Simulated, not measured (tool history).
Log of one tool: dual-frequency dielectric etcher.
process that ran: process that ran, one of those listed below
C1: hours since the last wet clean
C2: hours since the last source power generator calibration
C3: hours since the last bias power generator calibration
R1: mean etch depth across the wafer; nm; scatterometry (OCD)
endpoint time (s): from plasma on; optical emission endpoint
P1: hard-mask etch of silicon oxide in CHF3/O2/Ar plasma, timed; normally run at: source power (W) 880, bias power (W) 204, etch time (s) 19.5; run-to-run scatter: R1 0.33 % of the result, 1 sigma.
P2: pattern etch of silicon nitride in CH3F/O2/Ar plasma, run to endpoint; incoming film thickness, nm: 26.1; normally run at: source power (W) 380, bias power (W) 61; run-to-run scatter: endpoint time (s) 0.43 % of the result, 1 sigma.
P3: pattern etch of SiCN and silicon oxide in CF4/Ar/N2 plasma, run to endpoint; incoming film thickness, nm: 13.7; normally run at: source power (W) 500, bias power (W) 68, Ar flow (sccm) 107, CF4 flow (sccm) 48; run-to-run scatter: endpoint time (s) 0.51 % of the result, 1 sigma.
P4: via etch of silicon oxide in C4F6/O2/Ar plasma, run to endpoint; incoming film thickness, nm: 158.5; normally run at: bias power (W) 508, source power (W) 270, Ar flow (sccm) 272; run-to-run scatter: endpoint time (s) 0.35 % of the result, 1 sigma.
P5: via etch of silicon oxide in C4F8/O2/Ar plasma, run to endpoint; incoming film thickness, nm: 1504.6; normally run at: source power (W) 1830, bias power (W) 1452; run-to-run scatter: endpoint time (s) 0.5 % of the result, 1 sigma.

{"run": 1, "hour": 14.1, "process that ran": "P1", "source power (W)": 880, "bias power (W)": 204, "etch time (s)": 19.5, "C1": 97.5, "C2": 1321.8, "C3": 1509.8, "R1": 47.699}
{"run": 2, "hour": 24.8, "process that ran": "P3", "source power (W)": 500, "bias power (W)": 68, "Ar flow (sccm)": 107, "CF4 flow (sccm)": 48, "C1": 108.2, "C2": 1332.5, "C3": 1520.5, "endpoint time (s)": 15.686}
{"run": 3, "hour": 36.4, "process that ran": "P5", "source power (W)": 1830, "bias power (W)": 1862, "C1": 119.8, "C2": 1344.1, "C3": 1532.1, "endpoint time (s)": 307.47}
{"run": 4, "hour": 46.3, "process that ran": "P1", "source power (W)": 880, "bias power (W)": 263, "etch time (s)": 13.5, "C1": 129.7, "C2": 1354, "C3": 1542, "R1": 36.352}
{"run": 5, "hour": 59.6, "process that ran": "P1", "source power (W)": 650, "bias power (W)": 204, "etch time (s)": 12.5, "C1": 143, "C2": 1367.3, "C3": 1555.3, "R1": 27.402}
{"run": 6, "hour": 69.1, "process that ran": "P3", "source power (W)": 680, "bias power (W)": 68, "Ar flow (sccm)": 107, "CF4 flow (sccm)": 48, "C1": 152.5, "C2": 1376.8, "C3": 1564.8, "endpoint time (s)": 12.008}
{"run": 7, "hour": 81.4, "process that ran": "P5", "source power (W)": 1830, "bias power (W)": 1452, "C1": 164.8, "C2": 1389.1, "C3": 1577.1, "endpoint time (s)": 326.98}
{"run": 8, "hour": 90.9, "process that ran": "P3", "source power (W)": 500, "bias power (W)": 54, "Ar flow (sccm)": 107, "CF4 flow (sccm)": 48, "C1": 174.3, "C2": 1398.6, "C3": 1586.6, "endpoint time (s)": 17.174}
{"run": 9, "hour": 102.9, "process that ran": "P1", "source power (W)": 880, "bias power (W)": 204, "etch time (s)": 24.5, "C1": 186.3, "C2": 1410.6, "C3": 1598.6, "R1": 60.145}
{"run": 10, "hour": 112.7, "process that ran": "P3", "source power (W)": 500, "bias power (W)": 68, "Ar flow (sccm)": 107, "CF4 flow (sccm)": 37, "C1": 196.1, "C2": 1420.4, "C3": 1608.4, "endpoint time (s)": 16.658}
{"run": 11, "hour": 126.0, "process that ran": "P4", "source power (W)": 270, "bias power (W)": 508, "Ar flow (sccm)": 161, "C1": 209.4, "C2": 1433.7, "C3": 1621.7, "endpoint time (s)": 37.548}
{"run": 12, "hour": 139.4, "process that ran": "P1", "source power (W)": 880, "bias power (W)": 256, "etch time (s)": 11, "C1": 222.8, "C2": 1447.1, "C3": 1635.1, "R1": 29.184}
{"run": 13, "hour": 150.0, "process that ran": "P1", "source power (W)": 650, "bias power (W)": 204, "etch time (s)": 19.5, "C1": 233.4, "C2": 1457.7, "C3": 1645.7, "R1": 42.616}
{"run": 14, "hour": 160.3, "process that ran": "P1", "source power (W)": 1090, "bias power (W)": 204, "etch time (s)": 19.5, "C1": 243.7, "C2": 1468, "C3": 1656, "R1": 52.4}
{"run": 15, "hour": 168.5, "process that ran": "P5", "source power (W)": 2460, "bias power (W)": 1452, "C1": 251.9, "C2": 1476.2, "C3": 1664.2, "endpoint time (s)": 290.98}
{"run": 16, "hour": 182.2, "process that ran": "P1", "source power (W)": 880, "bias power (W)": 289, "etch time (s)": 19.5, "C1": 265.6, "C2": 1489.9, "C3": 1677.9, "R1": 54.106}
{"run": 17, "hour": 189.9, "process that ran": "P4", "source power (W)": 180, "bias power (W)": 508, "Ar flow (sccm)": 272, "C1": 273.3, "C2": 1497.6, "C3": 1685.6, "endpoint time (s)": 45.943}
{"run": 18, "hour": 197.2, "process that ran": "P2", "source power (W)": 380, "bias power (W)": 61, "C1": 280.6, "C2": 1504.9, "C3": 1692.9, "endpoint time (s)": 40.321}
{"run": 19, "hour": 208.7, "process that ran": "P1", "source power (W)": 880, "bias power (W)": 204, "etch time (s)": 13.5, "C1": 292.1, "C2": 1516.4, "C3": 1704.4, "R1": 33.049}
{"run": 20, "hour": 218.9, "process that ran": "P1", "source power (W)": 880, "bias power (W)": 204, "etch time (s)": 19.5, "C1": 302.3, "C2": 1526.6, "C3": 1714.6, "R1": 47.776}
{"run": 21, "hour": 229.3, "process that ran": "P3", "source power (W)": 500, "bias power (W)": 68, "Ar flow (sccm)": 107, "CF4 flow (sccm)": 48, "C1": 312.7, "C2": 1537, "C3": 1725, "endpoint time (s)": 15.779}
{"run": 22, "hour": 235.6, "process that ran": "P2", "source power (W)": 380, "bias power (W)": 47, "C1": 319, "C2": 1543.3, "C3": 1731.3, "endpoint time (s)": 43.522}
{"run": 23, "hour": 248.6, "process that ran": "P5", "source power (W)": 1830, "bias power (W)": 1452, "C1": 332, "C2": 1556.3, "C3": 1744.3, "endpoint time (s)": 328.63}
{"run": 24, "hour": 256.2, "process that ran": "P4", "source power (W)": 270, "bias power (W)": 382, "Ar flow (sccm)": 272, "C1": 339.6, "C2": 1563.9, "C3": 1751.9, "endpoint time (s)": 44.159}
{"run": 25, "hour": 262.8, "process that ran": "P2", "source power (W)": 520, "bias power (W)": 61, "C1": 346.2, "C2": 1570.5, "C3": 1758.5, "endpoint time (s)": 35.714}
{"run": 26, "hour": 271.8, "process that ran": "P1", "source power (W)": 880, "bias power (W)": 204, "etch time (s)": 19.5, "C1": 355.2, "C2": 1579.5, "C3": 1767.5, "R1": 48.031}
{"run": 27, "hour": 282.6, "process that ran": "P4", "source power (W)": 270, "bias power (W)": 508, "Ar flow (sccm)": 272, "C1": 366, "C2": 1590.3, "C3": 1778.3, "endpoint time (s)": 39.96}
{"run": 28, "hour": 289.6, "process that ran": "P1", "source power (W)": 880, "bias power (W)": 204, "etch time (s)": 19.5, "C1": 373, "C2": 1597.3, "C3": 1785.3, "R1": 47.946}
{"run": 29, "hour": 300.2, "process that ran": "P3", "source power (W)": 500, "bias power (W)": 68, "Ar flow (sccm)": 147, "CF4 flow (sccm)": 48, "C1": 383.6, "C2": 1607.9, "C3": 1795.9, "endpoint time (s)": 16.574}
{"run": 30, "hour": 313.9, "process that ran": "P4", "source power (W)": 270, "bias power (W)": 508, "Ar flow (sccm)": 272, "C1": 397.3, "C2": 1621.6, "C3": 1809.6, "endpoint time (s)": 39.926}

The next listed run, before its measurement:
{"run": 31, "hour": 324.7, "process that ran": "P1", "source power (W)": 880, "bias power (W)": 164, "etch time (s)": 19.5, "C1": 408.1, "C2": 1632.4, "C3": 1820.4, "R1": "?"}

R1: 44.342 nm
